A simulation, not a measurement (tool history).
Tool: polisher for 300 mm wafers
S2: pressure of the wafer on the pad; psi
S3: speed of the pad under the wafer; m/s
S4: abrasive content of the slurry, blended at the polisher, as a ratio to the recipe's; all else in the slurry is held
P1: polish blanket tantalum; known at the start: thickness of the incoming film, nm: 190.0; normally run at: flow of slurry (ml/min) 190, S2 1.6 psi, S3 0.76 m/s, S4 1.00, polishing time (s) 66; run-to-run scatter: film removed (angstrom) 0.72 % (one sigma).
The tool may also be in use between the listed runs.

run 1 day=0.350 | flow_of_slurry_(ml/min)=190 S2=1.6 S3=0.76 S4=1.00 polishing_time_(s)=66 | film_removed_(angstrom)=715.85
run 2 day=0.846 | flow_of_slurry_(ml/min)=190 S2=1.6 S3=0.76 S4=1.00 polishing_time_(s)=66 | film_removed_(angstrom)=717.84
run 3 day=1.188 | flow_of_slurry_(ml/min)=190 S2=1.6 S3=0.76 S4=1.00 polishing_time_(s)=104 | film_removed_(angstrom)=1148.40
run 4 day=1.725 | flow_of_slurry_(ml/min)=190 S2=1.6 S3=1.10 S4=1.00 polishing_time_(s)=66 | film_removed_(angstrom)=1042.40
run 5 day=2.158 | flow_of_slurry_(ml/min)=190 S2=1.6 S3=0.36 S4=1.00 polishing_time_(s)=66 | film_removed_(angstrom)=340.92
run 6 day=2.796 | flow_of_slurry_(ml/min)=190 S2=1.6 S3=0.76 S4=1.00 polishing_time_(s)=66 | film_removed_(angstrom)=722.46
run 7 day=3.192 | flow_of_slurry_(ml/min)=190 S2=0.9 S3=0.76 S4=1.00 polishing_time_(s)=66 | film_removed_(angstrom)=402.03
run 8 day=3.571 | flow_of_slurry_(ml/min)=190 S2=1.6 S3=0.76 S4=1.00 polishing_time_(s)=33 | film_removed_(angstrom)=364.06
run 9 day=4.133 | flow_of_slurry_(ml/min)=190 S2=2.6 S3=0.76 S4=1.00 polishing_time_(s)=66 | film_removed_(angstrom)=1180.40
run 10 day=4.500 | flow_of_slurry_(ml/min)=115 S2=1.6 S3=0.76 S4=1.00 polishing_time_(s)=66 | film_removed_(angstrom)=666.12
run 11 day=4.808 | flow_of_slurry_(ml/min)=190 S2=1.6 S3=0.76 S4=1.00 polishing_time_(s)=66 | film_removed_(angstrom)=721.41
run 12 day=5.462 | flow_of_slurry_(ml/min)=190 S2=1.6 S3=0.76 S4=0.50 polishing_time_(s)=66 | film_removed_(angstrom)=564.33
run 13 day=5.967 | flow_of_slurry_(ml/min)=190 S2=1.6 S3=0.76 S4=1.50 polishing_time_(s)=66 | film_removed_(angstrom)=792.56
run 14 day=6.529 | flow_of_slurry_(ml/min)=300 S2=1.6 S3=0.76 S4=1.00 polishing_time_(s)=66 | film_removed_(angstrom)=776.86
run 15 day=6.942 | flow_of_slurry_(ml/min)=190 S2=1.6 S3=0.76 S4=1.00 polishing_time_(s)=66 | film_removed_(angstrom)=728.41
run 16 day=7.529 | flow_of_slurry_(ml/min)=125 S2=1.6 S3=0.76 S4=1.35 polishing_time_(s)=66 | film_removed_(angstrom)=732.17
run 17 day=8.042 | flow_of_slurry_(ml/min)=190 S2=1.6 S3=0.76 S4=1.00 polishing_time_(s)=66 | film_removed_(angstrom)=731.93
run 18 day=8.558 | flow_of_slurry_(ml/min)=190 S2=1.6 S3=0.76 S4=1.00 polishing_time_(s)=66 | film_removed_(angstrom)=683.92
run 19 day=8.854 | flow_of_slurry_(ml/min)=190 S2=1.6 S3=0.76 S4=1.00 polishing_time_(s)=66 | film_removed_(angstrom)=664.90

Run 20 comes next. What will it give?
run 20 day=9.325 | flow_of_slurry_(ml/min)=190 S2=1.6 S3=0.76 S4=1.00 polishing_time_(s)=66 | film_removed_(angstrom)=?

film removed (angstrom): 649.39
